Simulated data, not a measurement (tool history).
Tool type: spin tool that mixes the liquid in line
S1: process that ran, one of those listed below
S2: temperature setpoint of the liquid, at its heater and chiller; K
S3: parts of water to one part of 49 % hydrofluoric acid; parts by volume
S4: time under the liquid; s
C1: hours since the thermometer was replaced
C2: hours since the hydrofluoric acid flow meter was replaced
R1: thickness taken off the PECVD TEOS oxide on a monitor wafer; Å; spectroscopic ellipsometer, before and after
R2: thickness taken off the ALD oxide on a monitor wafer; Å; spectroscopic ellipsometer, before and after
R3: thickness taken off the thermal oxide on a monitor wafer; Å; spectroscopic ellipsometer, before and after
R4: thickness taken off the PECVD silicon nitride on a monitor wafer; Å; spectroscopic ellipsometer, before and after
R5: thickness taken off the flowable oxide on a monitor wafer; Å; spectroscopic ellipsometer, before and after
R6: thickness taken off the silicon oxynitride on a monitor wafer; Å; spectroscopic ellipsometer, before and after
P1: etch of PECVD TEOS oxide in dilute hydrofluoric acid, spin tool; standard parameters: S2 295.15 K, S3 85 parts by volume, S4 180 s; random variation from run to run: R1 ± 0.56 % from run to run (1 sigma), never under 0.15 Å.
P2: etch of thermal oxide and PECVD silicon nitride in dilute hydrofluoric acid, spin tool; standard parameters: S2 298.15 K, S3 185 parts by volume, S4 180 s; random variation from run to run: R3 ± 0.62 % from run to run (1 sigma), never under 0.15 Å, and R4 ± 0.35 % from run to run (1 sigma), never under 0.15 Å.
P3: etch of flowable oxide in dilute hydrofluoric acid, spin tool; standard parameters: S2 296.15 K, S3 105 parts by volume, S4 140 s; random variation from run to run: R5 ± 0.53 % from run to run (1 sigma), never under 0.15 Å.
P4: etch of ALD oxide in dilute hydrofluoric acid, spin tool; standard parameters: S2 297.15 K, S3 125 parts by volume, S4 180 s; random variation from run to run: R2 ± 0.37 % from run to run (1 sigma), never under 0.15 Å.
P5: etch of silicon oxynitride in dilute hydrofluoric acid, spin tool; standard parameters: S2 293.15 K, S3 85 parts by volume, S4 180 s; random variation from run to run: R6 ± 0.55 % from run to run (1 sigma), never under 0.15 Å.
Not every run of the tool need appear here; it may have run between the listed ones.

{"run": 1, "hour": 5.5, "S1": "P1", "S2": 295.15, "S3": 85, "S4": 180, "C1": 1000.1, "C2": 897, "R1": 202.21}
{"run": 2, "hour": 10.6, "S1": "P1", "S2": 295.15, "S3": 85, "S4": 180, "C1": 1005.2, "C2": 902.1, "R1": 201.78}
{"run": 3, "hour": 16.6, "S1": "P4", "S2": 297.15, "S3": 125, "S4": 20, "C1": 1011.2, "C2": 908.1, "R2": 25.921}
{"run": 4, "hour": 20.6, "S1": "P2", "S2": 305.65, "S3": 185, "S4": 180, "C1": 1015.2, "C2": 912.1, "R3": 57.592, "R4": 90.334}
{"run": 5, "hour": 26.2, "S1": "P3", "S2": 296.15, "S3": 105, "S4": 140, "C1": 1020.8, "C2": 917.7, "R5": 264.52}
{"run": 6, "hour": 31.3, "S1": "P3", "S2": 296.15, "S3": 180, "S4": 140, "C1": 1025.9, "C2": 922.8, "R5": 143.45}
{"run": 7, "hour": 35.1, "S1": "P1", "S2": 295.15, "S3": 85, "S4": 65, "C1": 1029.7, "C2": 926.6, "R1": 72.964}
{"run": 8, "hour": 39.7, "S1": "P1", "S2": 295.15, "S3": 85, "S4": 180, "C1": 1034.3, "C2": 931.2, "R1": 202.02}
{"run": 9, "hour": 43.0, "S1": "P5", "S2": 293.15, "S3": 85, "S4": 180, "C1": 1037.6, "C2": 934.5, "R6": 84.02}
{"run": 10, "hour": 48.8, "S1": "P1", "S2": 295.15, "S3": 85, "S4": 180, "C1": 1043.4, "C2": 940.3, "R1": 202.46}
{"run": 11, "hour": 54.2, "S1": "P1", "S2": 295.15, "S3": 85, "S4": 290, "C1": 1048.8, "C2": 945.7, "R1": 326.21}
{"run": 12, "hour": 59.7, "S1": "P1", "S2": 290.15, "S3": 85, "S4": 180, "C1": 1054.3, "C2": 951.2, "R1": 163.06}
{"run": 13, "hour": 65.2, "S1": "P2", "S2": 298.15, "S3": 185, "S4": 180, "C1": 1059.8, "C2": 956.7, "R3": 44.239, "R4": 57.415}
{"run": 14, "hour": 69.7, "S1": "P5", "S2": 293.15, "S3": 85, "S4": 310, "C1": 1064.3, "C2": 961.2, "R6": 146.86}
{"run": 15, "hour": 75.5, "S1": "P3", "S2": 302.15, "S3": 105, "S4": 140, "C1": 1070.1, "C2": 967, "R5": 337.56}
{"run": 16, "hour": 82.1, "S1": "P4", "S2": 291.15, "S3": 125, "S4": 180, "C1": 1076.7, "C2": 973.6, "R2": 182.62}
{"run": 17, "hour": 86.0, "S1": "P3", "S2": 296.15, "S3": 105, "S4": 55, "C1": 1080.6, "C2": 977.5, "R5": 104.66}
{"run": 18, "hour": 90.0, "S1": "P4", "S2": 297.15, "S3": 125, "S4": 180, "C1": 1084.6, "C2": 981.5, "R2": 234.31}
{"run": 19, "hour": 95.4, "S1": "P2", "S2": 298.15, "S3": 185, "S4": 180, "C1": 1090, "C2": 986.9, "R3": 44.707, "R4": 57.866}
{"run": 20, "hour": 100.0, "S1": "P4", "S2": 297.15, "S3": 175, "S4": 180, "C1": 1094.6, "C2": 991.5, "R2": 157.3}
{"run": 21, "hour": 104.3, "S1": "P1", "S2": 291.15, "S3": 85, "S4": 315, "C1": 1098.9, "C2": 995.8, "R1": 296.33}
{"run": 22, "hour": 107.6, "S1": "P1", "S2": 295.15, "S3": 50, "S4": 180, "C1": 1102.2, "C2": 999.1, "R1": 358.13}
{"run": 23, "hour": 113.4, "S1": "P2", "S2": 298.15, "S3": 185, "S4": 40, "C1": 1108, "C2": 1004.9, "R3": 10.074, "R4": 12.658}
{"run": 24, "hour": 119.6, "S1": "P5", "S2": 293.15, "S3": 120, "S4": 180, "C1": 1114.2, "C2": 1011.1, "R6": 58.51}
{"run": 25, "hour": 125.9, "S1": "P1", "S2": 295.15, "S3": 85, "S4": 180, "C1": 1120.5, "C2": 1017.4, "R1": 201.74}
{"run": 26, "hour": 129.2, "S1": "P1", "S2": 300.15, "S3": 85, "S4": 180, "C1": 1123.8, "C2": 1020.7, "R1": 246.97}
{"run": 27, "hour": 133.4, "S1": "P2", "S2": 298.15, "S3": 290, "S4": 180, "C1": 1128, "C2": 1024.9, "R3": 25.178, "R4": 36.842}
{"run": 28, "hour": 137.3, "S1": "P1", "S2": 295.15, "S3": 125, "S4": 180, "C1": 1131.9, "C2": 1028.8, "R1": 130.07}
{"run": 29, "hour": 143.0, "S1": "P1", "S2": 295.15, "S3": 25, "S4": 310, "C1": 1137.6, "C2": 1034.5, "R1": 1271.1}

Run 30 has not been measured yet. What should we expect?
{"run": 30, "hour": 147.9, "S1": "P1", "S2": 295.15, "S3": 85, "S4": 180, "C1": 1142.5, "C2": 1039.4, "R1": "?"}

Logged for run 30: R1 203.98 Å.

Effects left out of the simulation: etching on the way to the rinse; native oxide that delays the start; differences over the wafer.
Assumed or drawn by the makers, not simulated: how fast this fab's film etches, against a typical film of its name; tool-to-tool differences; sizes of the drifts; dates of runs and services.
